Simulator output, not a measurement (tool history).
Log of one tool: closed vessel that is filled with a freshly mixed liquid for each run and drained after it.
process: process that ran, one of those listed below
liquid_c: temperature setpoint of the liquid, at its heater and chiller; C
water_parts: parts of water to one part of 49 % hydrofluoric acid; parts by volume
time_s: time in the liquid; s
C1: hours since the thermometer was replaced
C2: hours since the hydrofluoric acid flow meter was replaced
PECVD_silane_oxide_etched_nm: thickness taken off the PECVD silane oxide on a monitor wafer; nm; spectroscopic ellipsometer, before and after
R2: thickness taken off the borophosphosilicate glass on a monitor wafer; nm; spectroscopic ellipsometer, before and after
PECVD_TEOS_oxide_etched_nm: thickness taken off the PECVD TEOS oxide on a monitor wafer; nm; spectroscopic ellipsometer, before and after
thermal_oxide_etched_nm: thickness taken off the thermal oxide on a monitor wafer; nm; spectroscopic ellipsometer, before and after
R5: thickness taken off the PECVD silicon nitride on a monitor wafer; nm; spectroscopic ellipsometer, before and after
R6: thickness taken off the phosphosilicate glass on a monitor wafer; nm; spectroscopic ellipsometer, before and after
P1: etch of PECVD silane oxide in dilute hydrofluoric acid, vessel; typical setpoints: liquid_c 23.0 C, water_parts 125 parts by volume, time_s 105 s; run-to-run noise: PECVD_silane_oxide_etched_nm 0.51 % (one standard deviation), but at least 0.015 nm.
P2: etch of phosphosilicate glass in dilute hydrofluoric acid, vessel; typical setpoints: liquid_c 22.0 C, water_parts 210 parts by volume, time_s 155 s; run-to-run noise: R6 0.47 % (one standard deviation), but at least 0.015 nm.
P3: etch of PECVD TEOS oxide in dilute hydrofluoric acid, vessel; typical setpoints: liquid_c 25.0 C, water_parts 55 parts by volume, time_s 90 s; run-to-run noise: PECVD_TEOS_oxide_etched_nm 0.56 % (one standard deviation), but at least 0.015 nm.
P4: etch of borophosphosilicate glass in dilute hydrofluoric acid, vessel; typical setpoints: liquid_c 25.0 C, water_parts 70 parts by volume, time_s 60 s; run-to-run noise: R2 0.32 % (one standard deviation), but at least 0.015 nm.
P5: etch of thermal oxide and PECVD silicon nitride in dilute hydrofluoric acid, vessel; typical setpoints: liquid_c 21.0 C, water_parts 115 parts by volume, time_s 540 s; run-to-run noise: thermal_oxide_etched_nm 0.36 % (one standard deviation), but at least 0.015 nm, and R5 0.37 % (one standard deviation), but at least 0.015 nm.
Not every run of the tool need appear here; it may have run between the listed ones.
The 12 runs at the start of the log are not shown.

Run 13, hour 45.2: process P3, liquid_c 25.0 C, water_parts 55 parts by volume, time_s 45 s; C1 585.7; C2 694.5. Result: PECVD_TEOS_oxide_etched_nm 7.5537 nm.
Run 14, hour 48.1: process P1, liquid_c 23.0 C, water_parts 75 parts by volume, time_s 105 s; C1 588.6; C2 697.4. Result: PECVD_silane_oxide_etched_nm 68.273 nm.
Run 15, hour 53.0: process P5, liquid_c 17.0 C, water_parts 115 parts by volume, time_s 540 s; C1 593.5; C2 702.3. Result: thermal_oxide_etched_nm 15.448 nm, R5 8.1378 nm.
Run 16, hour 56.9: process P1, liquid_c 23.0 C, water_parts 125 parts by volume, time_s 105 s; C1 597.4; C2 706.2. Result: PECVD_silane_oxide_etched_nm 38.507 nm.
Run 17, hour 59.1: process P3, liquid_c 25.0 C, water_parts 55 parts by volume, time_s 90 s; C1 599.6; C2 708.4. Result: PECVD_TEOS_oxide_etched_nm 15.0050 nm.
Run 18, hour 61.8: process P4, liquid_c 25.0 C, water_parts 70 parts by volume, time_s 105 s; C1 602.3; C2 711.1. Result: R2 89.558 nm.
Run 19, hour 66.1: process P1, liquid_c 28.5 C, water_parts 215 parts by volume, time_s 105 s; C1 606.6; C2 715.4. Result: PECVD_silane_oxide_etched_nm 24.822 nm.
Run 20, hour 69.3: process P2, liquid_c 22.0 C, water_parts 210 parts by volume, time_s 155 s; C1 609.8; C2 718.6. Result: R6 43.534 nm.
Run 21, hour 72.5: process P3, liquid_c 25.0 C, water_parts 20 parts by volume, time_s 90 s; C1 613.0; C2 721.8. Result: PECVD_TEOS_oxide_etched_nm 43.1590 nm.
Run 22, hour 77.0: process P1, liquid_c 23.0 C, water_parts 125 parts by volume, time_s 105 s; C1 617.5; C2 726.3. Result: PECVD_silane_oxide_etched_nm 39.065 nm.
Run 23, hour 79.2: process P2, liquid_c 22.0 C, water_parts 210 parts by volume, time_s 305 s; C1 619.7; C2 728.5. Result: R6 86.153 nm.
Run 24, hour 83.2: process P5, liquid_c 21.0 C, water_parts 115 parts by volume, time_s 540 s; C1 623.7; C2 732.5. Result: thermal_oxide_etched_nm 18.449 nm, R5 10.7090 nm.
Run 25, hour 86.0: process P2, liquid_c 22.0 C, water_parts 45 parts by volume, time_s 155 s; C1 626.5; C2 735.3. Result: R6 246.360 nm.
Run 26, hour 89.9: process P1, liquid_c 23.0 C, water_parts 125 parts by volume, time_s 105 s; C1 630.4; C2 739.2. Result: PECVD_silane_oxide_etched_nm 38.327 nm.
Run 27, hour 92.6: process P2, liquid_c 25.5 C, water_parts 210 parts by volume, time_s 155 s; C1 633.1; C2 741.9. Result: R6 49.539 nm.
Run 28, hour 95.0: process P1, liquid_c 30.0 C, water_parts 125 parts by volume, time_s 105 s; C1 635.5; C2 744.3. Result: PECVD_silane_oxide_etched_nm 50.344 nm.
Run 29, hour 97.6: process P1, liquid_c 17.5 C, water_parts 125 parts by volume, time_s 105 s; C1 638.1; C2 746.9. Result: PECVD_silane_oxide_etched_nm 30.958 nm.
Run 30, hour 101.3: process P5, liquid_c 21.0 C, water_parts 160 parts by volume, time_s 540 s; C1 641.8; C2 750.6. Result: thermal_oxide_etched_nm 12.582 nm, R5 7.7140 nm.
Run 31, hour 104.4: process P2, liquid_c 22.0 C, water_parts 210 parts by volume, time_s 155 s; C1 644.9; C2 753.7. Result: R6 43.883 nm.
Run 32, hour 107.6: process P1, liquid_c 23.0 C, water_parts 125 parts by volume, time_s 105 s; C1 648.1; C2 756.9. Result: PECVD_silane_oxide_etched_nm 38.402 nm.
Run 33, hour 111.1: process P5, liquid_c 21.0 C, water_parts 115 parts by volume, time_s 860 s; C1 651.6; C2 760.4. Result: thermal_oxide_etched_nm 29.319 nm, R5 16.9400 nm.
Run 34, hour 114.5: process P1, liquid_c 23.0 C, water_parts 125 parts by volume, time_s 105 s; C1 655.0; C2 763.8. Result: PECVD_silane_oxide_etched_nm 38.731 nm.
Run 35, hour 117.9: process P1, liquid_c 23.0 C, water_parts 125 parts by volume, time_s 105 s; C1 658.4; C2 767.2. Result: PECVD_silane_oxide_etched_nm 39.804 nm.
Run 36, hour 120.5: process P1, liquid_c 23.0 C, water_parts 125 parts by volume, time_s 105 s; C1 661.0; C2 769.8. Result: PECVD_silane_oxide_etched_nm 40.174 nm.

Estimate the outcome of run 37 from the log above:
Run 37, hour 125.3: process P1, liquid_c 23.0 C, water_parts 125 parts by volume, time_s 105 s; C1 665.8; C2 774.6. Result: PECVD_silane_oxide_etched_nm ?.

{"run 37": {"PECVD_silane_oxide_etched_nm": 40.771}}
